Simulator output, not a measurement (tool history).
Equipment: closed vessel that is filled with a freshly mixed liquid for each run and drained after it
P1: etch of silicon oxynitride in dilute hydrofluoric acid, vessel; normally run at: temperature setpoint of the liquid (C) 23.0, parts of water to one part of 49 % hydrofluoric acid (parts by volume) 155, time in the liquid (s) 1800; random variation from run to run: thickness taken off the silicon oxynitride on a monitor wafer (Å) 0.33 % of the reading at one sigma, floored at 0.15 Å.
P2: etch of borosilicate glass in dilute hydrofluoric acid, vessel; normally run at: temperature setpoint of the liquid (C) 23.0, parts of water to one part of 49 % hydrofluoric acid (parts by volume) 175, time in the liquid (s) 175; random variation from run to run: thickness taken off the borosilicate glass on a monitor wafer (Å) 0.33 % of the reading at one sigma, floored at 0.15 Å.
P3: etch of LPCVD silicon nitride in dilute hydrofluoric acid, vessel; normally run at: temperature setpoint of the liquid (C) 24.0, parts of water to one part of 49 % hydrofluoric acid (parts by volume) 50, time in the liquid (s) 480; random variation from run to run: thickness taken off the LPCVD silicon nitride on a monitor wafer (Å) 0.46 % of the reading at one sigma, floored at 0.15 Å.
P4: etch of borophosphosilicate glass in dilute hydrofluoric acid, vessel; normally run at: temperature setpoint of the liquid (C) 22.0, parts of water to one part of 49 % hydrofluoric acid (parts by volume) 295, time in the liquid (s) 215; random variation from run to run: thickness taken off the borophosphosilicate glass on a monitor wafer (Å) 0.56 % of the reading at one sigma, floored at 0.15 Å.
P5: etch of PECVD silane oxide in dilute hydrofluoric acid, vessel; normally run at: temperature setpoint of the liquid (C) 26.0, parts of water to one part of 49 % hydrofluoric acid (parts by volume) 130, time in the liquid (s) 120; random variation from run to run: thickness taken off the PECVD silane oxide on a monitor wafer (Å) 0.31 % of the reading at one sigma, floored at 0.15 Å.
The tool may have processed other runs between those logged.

run	hour	process that ran	temperature setpoint of the liquid (C)	parts of water to one part of 49 % hydrofluoric acid (parts by volume)	time in the liquid (s)	hours since the thermometer was replaced	hours since the hydrofluoric acid flow meter was replaced	thickness taken off the silicon oxynitride on a monitor wafer (Å)	thickness taken off the borophosphosilicate glass on a monitor wafer (Å)	thickness taken off the LPCVD silicon nitride on a monitor wafer (Å)	thickness taken off the PECVD silane oxide on a monitor wafer (Å)	thickness taken off the borosilicate glass on a monitor wafer (Å)
1	6.5	P1	23.0	155	1800	1726.3	443.8	211.190				
2	12.3	P4	22.0	295	215	1732.1	449.6		202.890			
3	18.4	P1	23.0	155	1800	1738.2	455.7	209.600				
4	23.5	P1	23.0	155	1800	1743.3	460.8	210.230				
5	28.0	P1	23.0	155	910	1747.8	465.3	106.820				
6	32.3	P1	23.0	155	1800	1752.1	469.6	211.330				
7	36.3	P1	30.5	35	1800	1756.1	473.6	1474.000				
8	40.3	P3	24.0	50	480	1760.1	477.6			46.762		
9	45.3	P3	24.0	20	480	1765.1	482.6			112.470		
10	50.9	P5	26.0	45	120	1770.7	488.2				746.610	
11	57.3	P4	22.0	295	40	1777.1	494.6		37.826			
12	64.3	P1	23.0	155	1800	1784.1	501.6	210.450				
13	68.7	P1	23.0	230	1800	1788.5	506.0	134.190				
14	72.4	P5	22.0	130	120	1792.2	509.7				196.210	
15	77.3	P3	31.5	50	480	1797.1	514.6			76.476		
16	80.9	P2	23.0	175	175	1800.7	518.2					344.020
17	84.5	P1	23.0	25	1800	1804.3	521.8	1445.000				
18	89.1	P1	17.5	155	620	1808.9	526.4	55.999				
19	94.4	P1	29.5	155	1800	1814.2	531.7	282.580				
20	98.8	P2	23.0	175	30	1818.6	536.1					58.537
21	104.6	P5	26.0	130	120	1824.4	541.9				228.810	
22	107.9	P2	26.5	175	175	1827.7	545.2					390.700
23	111.6	P5	26.0	130	120	1831.4	548.9				229.100	
24	116.0	P2	23.0	25	175	1835.8	553.3					2881.600
25	121.3	P1	23.0	155	2840	1841.1	558.6	332.340				
26	128.8	P5	26.0	130	50	1848.6	566.1				95.813	
27	134.2	P4	17.5	295	215	1854.0	571.5		173.050			
28	141.1	P3	24.0	50	795	1860.9	578.4			77.333		
29	147.0	P4	22.0	80	215	1866.8	584.3		940.780			
30	150.8	P1	19.5	155	1800	1870.6	588.1	178.890				
31	157.7	P1	23.0	155	1800	1877.5	595.0	210.150				
32	161.4	P1	23.0	155	1800	1881.2	598.7	215.030				
33	168.0	P1	23.0	155	1800	1887.8	605.3	220.150				
34	174.3	P1	23.0	155	1800	1894.1	611.6	222.010				
35	181.0	P1	23.0	155	1800	1900.8	618.3	225.260				
36	188.0	P1	23.0	155	1800	1907.8	625.3	225.240				
37	193.9	P1	23.0	155	1800	1913.7	631.2	225.840				
38	198.0	P1	23.0	155	1800	1917.8	635.3	225.630				

The log shows P1 creeping away from where it was. Any of the 2 causes listed here, at the size stated for it, fits the log just as well as the others:
A: liquid hotter than its thermometer reads (K) = 1.56
B: hydrofluoric acid flow above the setpoint (%) = 6.58
At approximately hour 157.7, the process output began to creep.

Which of the 4 check runs listed below separates the causes, so that each cause would produce a clearly different result? Each run uses one wafer, and its results are marked with question marks.
check 1	202.1	P4	22.0	145	215				?			
check 2	202.1	P3	24.0	35	480					?		
check 3	202.1	P2	23.0	40	75							?
check 4	202.1	P5	26.0	50	120						?	

What every check run would give for each of its results, assuming each possible cause in turn:
check	result	if A	if B
check 1	thickness taken off the borophosphosilicate glass on a monitor wafer (Å)	511.090	517.790
check 2	thickness taken off the LPCVD silicon nitride on a monitor wafer (Å)	73.103	69.984
check 3	thickness taken off the borosilicate glass on a monitor wafer (Å)	805.220	806.940
check 4	thickness taken off the PECVD silane oxide on a monitor wafer (Å)	705.470	709.220
Distance between the nearest two causes, measured in the result of the check that separates them most: check 1 1.3 %; check 2 4.36 %; check 3 0.21 %; check 4 0.53 %
Check 2 is the one run that separates the causes; every other check would come out nearly the same whichever cause is at work.

Check 2 was then run and gave: thickness taken off the LPCVD silicon nitride on a monitor wafer (Å) 73.325. Which cause is it?

The correct cause is A, namely: liquid hotter than its thermometer reads (K).

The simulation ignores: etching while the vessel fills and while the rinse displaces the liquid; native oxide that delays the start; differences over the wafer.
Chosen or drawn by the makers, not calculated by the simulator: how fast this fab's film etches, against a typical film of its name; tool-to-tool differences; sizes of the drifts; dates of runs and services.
